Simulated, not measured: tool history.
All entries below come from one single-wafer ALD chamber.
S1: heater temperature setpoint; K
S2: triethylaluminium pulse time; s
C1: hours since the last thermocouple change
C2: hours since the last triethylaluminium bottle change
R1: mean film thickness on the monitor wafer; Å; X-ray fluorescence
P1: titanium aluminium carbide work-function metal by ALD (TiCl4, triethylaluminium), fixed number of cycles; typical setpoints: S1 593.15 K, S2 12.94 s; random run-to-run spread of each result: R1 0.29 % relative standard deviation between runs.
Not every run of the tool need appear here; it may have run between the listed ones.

Run 1, day 0.179: S1 593.15 K, S2 12.94 s; C1 2392.9; C2 229.3. Result: R1 21.848 Å.
Run 2, day 0.375: S1 617.15 K, S2 12.94 s; C1 2397.6; C2 234. Result: R1 23.98 Å.
Run 3, day 0.588: S1 593.15 K, S2 7.39 s; C1 2402.7; C2 239.1. Result: R1 20.284 Å.
Run 4, day 0.929: S1 593.15 K, S2 12.94 s; C1 2410.9; C2 247.3. Result: R1 21.756 Å.
Run 5, day 1.233: S1 593.15 K, S2 12.94 s; C1 2418.2; C2 254.6. Result: R1 21.783 Å.
Run 6, day 1.4: S1 577.15 K, S2 8.29 s; C1 2422.2; C2 258.6. Result: R1 19.456 Å.
Run 7, day 1.612: S1 593.15 K, S2 19.78 s; C1 2427.3; C2 263.7. Result: R1 21.992 Å.
Run 8, day 1.904: S1 611.15 K, S2 20.41 s; C1 2434.3; C2 270.7. Result: R1 23.632 Å.
Run 9, day 2.096: S1 573.15 K, S2 12.94 s; C1 2438.9; C2 275.3. Result: R1 20.058 Å.
Run 10, day 2.258: S1 593.15 K, S2 12.94 s; C1 2442.8; C2 279.2. Result: R1 21.771 Å.
Run 11, day 2.442: S1 573.15 K, S2 8.4 s; C1 2447.2; C2 283.6. Result: R1 19.097 Å.
Run 12, day 2.729: S1 593.15 K, S2 12.94 s; C1 2454.1; C2 290.5. Result: R1 21.803 Å.

Run 13, settings as shown, results not yet in. Your forecast:
Run 13, day 3.038: S1 593.15 K, S2 12.94 s; C1 2461.5; C2 297.9. Result: R1 ?.

R1: 21.492 Å
